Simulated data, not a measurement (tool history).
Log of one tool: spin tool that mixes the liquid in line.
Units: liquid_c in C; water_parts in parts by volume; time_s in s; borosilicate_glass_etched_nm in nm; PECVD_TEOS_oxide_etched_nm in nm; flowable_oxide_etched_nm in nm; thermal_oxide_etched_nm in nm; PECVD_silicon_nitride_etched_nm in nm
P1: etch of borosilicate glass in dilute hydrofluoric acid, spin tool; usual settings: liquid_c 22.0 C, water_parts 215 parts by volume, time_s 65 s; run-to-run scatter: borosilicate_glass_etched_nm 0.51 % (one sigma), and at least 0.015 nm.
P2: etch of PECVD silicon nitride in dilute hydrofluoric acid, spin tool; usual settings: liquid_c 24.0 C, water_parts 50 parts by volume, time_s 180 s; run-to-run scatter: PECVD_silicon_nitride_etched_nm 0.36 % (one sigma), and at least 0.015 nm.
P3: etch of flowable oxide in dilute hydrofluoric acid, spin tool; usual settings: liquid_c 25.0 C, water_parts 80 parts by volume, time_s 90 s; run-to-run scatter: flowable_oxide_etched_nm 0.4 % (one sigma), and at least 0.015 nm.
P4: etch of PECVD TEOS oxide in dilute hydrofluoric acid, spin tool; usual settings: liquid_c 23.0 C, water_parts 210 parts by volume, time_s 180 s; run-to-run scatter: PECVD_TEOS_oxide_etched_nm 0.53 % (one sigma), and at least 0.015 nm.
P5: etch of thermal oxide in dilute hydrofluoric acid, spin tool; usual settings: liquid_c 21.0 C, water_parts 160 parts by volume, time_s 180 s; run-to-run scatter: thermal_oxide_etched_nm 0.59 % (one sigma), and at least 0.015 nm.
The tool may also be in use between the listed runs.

| run | day | process | liquid_c | water_parts | time_s | hours since the thermometer was replaced | hours since the hydrofluoric acid flow meter was replaced | borosilicate_glass_etched_nm | PECVD_TEOS_oxide_etched_nm | flowable_oxide_etched_nm | thermal_oxide_etched_nm | PECVD_silicon_nitride_etched_nm |
|---|---|---|---|---|---|---|---|---|---|---|---|---|
| 1 | 0.208 | P1 | 22.0 | 215 | 65 | 223.8 | 459.6 | 4.6486 |  |  |  |  |
| 2 | 0.512 | P4 | 23.0 | 210 | 180 | 231.1 | 466.9 |  | 8.3464 |  |  |  |
| 3 | 0.733 | P3 | 25.0 | 135 | 90 | 236.4 | 472.2 |  |  | 16.863 |  |  |
| 4 | 1.050 | P1 | 17.0 | 215 | 65 | 244.0 | 479.8 | 3.8116 |  |  |  |  |
| 5 | 1.200 | P5 | 21.0 | 160 | 15 | 247.6 | 483.4 |  |  |  | 0.30747 |  |
| 6 | 1.375 | P1 | 22.0 | 215 | 20 | 251.8 | 487.6 | 1.4134 |  |  |  |  |
| 7 | 1.621 | P3 | 25.0 | 80 | 90 | 257.7 | 493.5 |  |  | 30.509 |  |  |
| 8 | 1.775 | P5 | 21.0 | 255 | 180 | 261.4 | 497.2 |  |  |  | 2.45320 |  |
| 9 | 2.033 | P3 | 25.0 | 80 | 40 | 267.6 | 503.4 |  |  | 13.633 |  |  |
| 10 | 2.342 | P1 | 17.0 | 385 | 65 | 275.0 | 510.8 | 1.8518 |  |  |  |  |
| 11 | 2.642 | P1 | 28.0 | 215 | 65 | 282.2 | 518.0 | 5.7075 |  |  |  |  |
| 12 | 2.808 | P5 | 21.0 | 160 | 180 | 286.2 | 522.0 |  |  |  | 4.17360 |  |
| 13 | 3.046 | P1 | 22.0 | 215 | 65 | 291.9 | 527.7 | 4.6542 |  |  |  |  |
| 14 | 3.325 | P1 | 22.0 | 380 | 30 | 298.6 | 534.4 | 1.0299 |  |  |  |  |
| 15 | 3.658 | P1 | 22.0 | 215 | 130 | 306.6 | 542.4 | 9.1997 |  |  |  |  |
| 16 | 3.912 | P5 | 26.5 | 160 | 180 | 312.7 | 548.5 |  |  |  | 5.15440 |  |
| 17 | 4.238 | P2 | 31.0 | 50 | 180 | 320.5 | 556.3 |  |  |  |  | 19.6600 |
| 18 | 4.442 | P4 | 23.0 | 210 | 300 | 325.4 | 561.2 |  | 13.7580 |  |  |  |
| 19 | 4.692 | P1 | 22.0 | 300 | 65 | 331.4 | 567.2 | 3.0448 |  |  |  |  |
| 20 | 4.996 | P3 | 17.0 | 80 | 90 | 338.7 | 574.5 |  |  | 22.149 |  |  |
| 21 | 5.300 | P2 | 24.0 | 50 | 365 | 346.0 | 581.8 |  |  |  |  | 25.5650 |
| 22 | 5.488 | P3 | 25.0 | 80 | 90 | 350.5 | 586.3 |  |  | 30.618 |  |  |
| 23 | 5.775 | P2 | 24.0 | 75 | 180 | 357.4 | 593.2 |  |  |  |  | 8.4609 |
| 24 | 6.100 | P1 | 22.0 | 75 | 65 | 365.2 | 601.0 | 15.4320 |  |  |  |  |
| 25 | 6.362 | P1 | 22.0 | 215 | 65 | 371.5 | 607.3 | 4.6567 |  |  |  |  |
| 26 | 6.658 | P4 | 29.5 | 210 | 180 | 378.6 | 614.4 |  | 10.5800 |  |  |  |
| 27 | 6.867 | P4 | 23.0 | 35 | 180 | 383.6 | 619.4 |  | 61.9340 |  |  |  |
| 28 | 7.129 | P5 | 21.0 | 160 | 180 | 389.9 | 625.7 |  |  |  | 4.17560 |  |
| 29 | 7.338 | P2 | 24.0 | 50 | 180 | 394.9 | 630.7 |  |  |  |  | 12.5500 |
| 30 | 7.667 | P1 | 22.0 | 215 | 65 | 402.8 | 638.6 | 4.5930 |  |  |  |  |
| 31 | 7.879 | P1 | 22.0 | 215 | 65 | 407.9 | 643.7 | 4.5948 |  |  |  |  |
| 32 | 8.154 | P1 | 22.0 | 215 | 65 | 414.5 | 650.3 | 4.5931 |  |  |  |  |
| 33 | 8.483 | P1 | 22.0 | 215 | 65 | 422.4 | 658.2 | 4.7660 |  |  |  |  |
| 34 | 8.812 | P1 | 22.0 | 215 | 65 | 430.3 | 666.1 | 4.8107 |  |  |  |  |
| 35 | 9.108 | P1 | 22.0 | 215 | 65 | 437.4 | 673.2 | 4.8805 |  |  |  |  |
| 36 | 9.288 | P1 | 22.0 | 215 | 65 | 441.7 | 677.5 | 4.9350 |  |  |  |  |
| 37 | 9.508 | P1 | 22.0 | 215 | 65 | 447.0 | 682.8 | 4.8635 |  |  |  |  |
| 38 | 9.671 | P1 | 22.0 | 215 | 65 | 450.9 | 686.7 | 4.9279 |  |  |  |  |
| 39 | 9.900 | P1 | 22.0 | 215 | 65 | 456.4 | 692.2 | 4.9277 |  |  |  |  |
| 40 | 10.175 | P1 | 22.0 | 215 | 65 | 463.0 | 698.8 | 4.9482 |  |  |  |  |

What P1 gives has crept away from where it was. These 2 causes fit the log equally well, each at the size given:
A: hydrofluoric acid flow above the setpoint (%) = 6.02
B: liquid hotter than its thermometer reads (K) = 1.92
The creep began at about day 8.154.

4 check runs are offered, one wafer each, their results left as question marks. Which one tells the causes apart?
| check 1 | 10.450 | P4 | 27.5 | 210 | 180 |  |  |  | ? |  |  |  |
| check 2 | 10.450 | P2 | 24.0 | 50 | 310 |  |  |  |  |  |  | ? |
| check 3 | 10.450 | P5 | 26.0 | 160 | 15 |  |  |  |  |  | ? |  |
| check 4 | 10.450 | P3 | 25.0 | 130 | 90 |  |  |  |  | ? |  |  |

What each check would give under each cause:
| check | result | if A | if B |
|---|---|---|---|
| check 1 | PECVD_TEOS_oxide_etched_nm | 10.5610 | 10.5060 |
| check 2 | PECVD_silicon_nitride_etched_nm | 22.8540 | 24.5440 |
| check 3 | thermal_oxide_etched_nm | 0.45654 | 0.45718 |
| check 4 | flowable_oxide_etched_nm | 18.949 | 19.056 |
How far apart the two closest causes lie, in the result that separates them most: check 1 0.52 %; check 2 7.14 %; check 3 0.14 %; check 4 0.57 %
Check 2 tells the causes apart: in the others they would give nearly the same result.

Then check 2 was run and gave: PECVD_silicon_nitride_etched_nm 22.9670 nm. Which cause is it?

It is A: hydrofluoric acid flow above the setpoint (%).
